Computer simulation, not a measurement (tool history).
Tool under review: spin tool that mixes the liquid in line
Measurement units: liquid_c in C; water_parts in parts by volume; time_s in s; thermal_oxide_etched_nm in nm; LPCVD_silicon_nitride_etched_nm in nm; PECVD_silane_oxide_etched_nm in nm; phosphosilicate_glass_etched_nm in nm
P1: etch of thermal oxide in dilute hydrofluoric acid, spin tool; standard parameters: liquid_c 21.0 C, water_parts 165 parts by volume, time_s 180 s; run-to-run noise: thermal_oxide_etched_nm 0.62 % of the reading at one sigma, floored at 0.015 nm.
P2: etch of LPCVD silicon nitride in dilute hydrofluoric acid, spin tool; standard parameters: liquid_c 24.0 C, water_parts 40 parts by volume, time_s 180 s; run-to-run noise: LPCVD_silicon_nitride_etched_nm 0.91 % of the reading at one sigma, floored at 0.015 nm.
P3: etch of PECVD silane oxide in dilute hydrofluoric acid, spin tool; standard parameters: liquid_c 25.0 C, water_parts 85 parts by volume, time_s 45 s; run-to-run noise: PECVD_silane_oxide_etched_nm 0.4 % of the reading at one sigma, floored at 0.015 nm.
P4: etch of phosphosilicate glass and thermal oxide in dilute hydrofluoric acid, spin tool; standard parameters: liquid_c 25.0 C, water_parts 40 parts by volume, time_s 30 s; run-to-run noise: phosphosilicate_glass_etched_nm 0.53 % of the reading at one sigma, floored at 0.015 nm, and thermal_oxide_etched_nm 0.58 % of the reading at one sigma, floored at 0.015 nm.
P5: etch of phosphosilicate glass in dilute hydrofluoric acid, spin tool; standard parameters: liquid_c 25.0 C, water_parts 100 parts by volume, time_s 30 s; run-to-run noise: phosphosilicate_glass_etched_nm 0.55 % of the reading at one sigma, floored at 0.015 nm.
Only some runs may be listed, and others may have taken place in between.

run   hour  process  liquid_c  water_parts  time_s  hours since the thermometer was replaced  hours since the hydrofluoric acid flow meter was replaced  thermal_oxide_etched_nm  LPCVD_silicon_nitride_etched_nm  PECVD_silane_oxide_etched_nm  phosphosilicate_glass_etched_nm
  1   13.6       P1      21.0          165     180                                    1268.8                                                      899.2                   4.2863
  2   25.5       P1      21.0          165     180                                    1280.7                                                      911.1                   4.2538
  3   38.8       P2      24.0           40      15                                    1294.0                                                      924.4                                                   0.15285
  4   50.0       P1      29.0          165     300                                    1305.2                                                      935.6                   9.6464
  5   60.3       P3      25.0           85      75                                    1315.5                                                      945.9                                                                                 18.7060
  6   68.7       P3      25.0          120      45                                    1323.9                                                      954.3                                                                                  7.6385
  7   79.3       P1      17.0          165     180                                    1334.5                                                      964.9                   3.6568
  8   92.9       P4      33.0           40      30                                    1348.1                                                      978.5                   5.7632                                                                                          70.001
  9  100.1       P4      25.0           40      30                                    1355.3                                                      985.7                   4.1424                                                                                          50.497
 10  107.0       P2      31.5           40     180                                    1362.2                                                      992.6                                                   3.71110
 11  117.2       P1      21.0          165      95                                    1372.4                                                     1002.8                   2.2424
 12  127.4       P3      25.0           85      45                                    1382.6                                                     1013.0                                                                                 11.1910
 13  134.9       P1      21.0          165     305                                    1390.1                                                     1020.5                   7.2651
 14  141.9       P1      21.0          165     180                                    1397.1                                                     1027.5                   4.2787
 15  151.7       P1      21.0          165     180                                    1406.9                                                     1037.3                   4.3054
 16  166.2       P1      21.0          165     180                                    1421.4                                                     1051.8                   4.3206
 17  172.7       P1      21.0          165     180                                    1427.9                                                     1058.3                   4.3348
 18  179.8       P5      25.0          100      30                                    1435.0                                                     1065.4                                                                                                                   48.615
 19  193.3       P5      25.0          175      30                                    1448.5                                                     1078.9                                                                                                                   25.637
 20  203.7       P1      21.0          295     180                                    1458.9                                                     1089.3                   2.1092
 21  213.8       P4      25.0           40      15                                    1469.0                                                     1099.4                   2.0706                                                                                          25.581
 22  221.7       P5      25.0          100      30                                    1476.9                                                     1107.3                                                                                                                   48.954
 23  235.0       P4      25.0           65      30                                    1490.2                                                     1120.6                   2.4652                                                                                          30.026
 24  248.9       P4      25.0           40      30                                    1504.1                                                     1134.5                   4.2381                                                                                          51.223
 25  259.4       P3      32.5           85      45                                    1514.6                                                     1145.0                                                                                 14.9980
 26  271.5       P1      26.5          165     180                                    1526.7                                                     1157.1                   5.2694
 27  278.9       P2      24.0           70     180                                    1534.1                                                     1164.5                                                   1.29460
 28  290.0       P5      28.5          100      30                                    1545.2                                                     1175.6                                                                                                                   55.935
 29  296.6       P1      21.0          100     180                                    1551.8                                                     1182.2                   7.5249
 30  306.8       P2      24.0           40     180                                    1562.0                                                     1192.4                                                   2.19760
 31  320.6       P5      25.0          100      15                                    1575.8                                                     1206.2                                                                                                                   24.101
 32  327.9       P1      21.0          165     180                                    1583.1                                                     1213.5                   4.2645
 33  341.0       P1      21.0          165     180                                    1596.2                                                     1226.6                   4.3931
 34  352.9       P1      21.0          165     180                                    1608.1                                                     1238.5                   4.4641
 35  366.1       P1      21.0          165     180                                    1621.3                                                     1251.7                   4.5710
 36  372.6       P1      21.0          165     180                                    1627.8                                                     1258.2                   4.5863
 37  381.0       P1      21.0          165     180                                    1636.2                                                     1266.6                   4.6019
 38  395.6       P1      21.0          165     180                                    1650.8                                                     1281.2                   4.6169
 39  405.5       P1      21.0          165     180                                    1660.7                                                     1291.1                   4.6232

Predict the results of run 40:
 40  419.3       P1      21.0          165     180                                    1674.5                                                     1304.9                        ?

thermal_oxide_etched_nm: 4.6461 nm
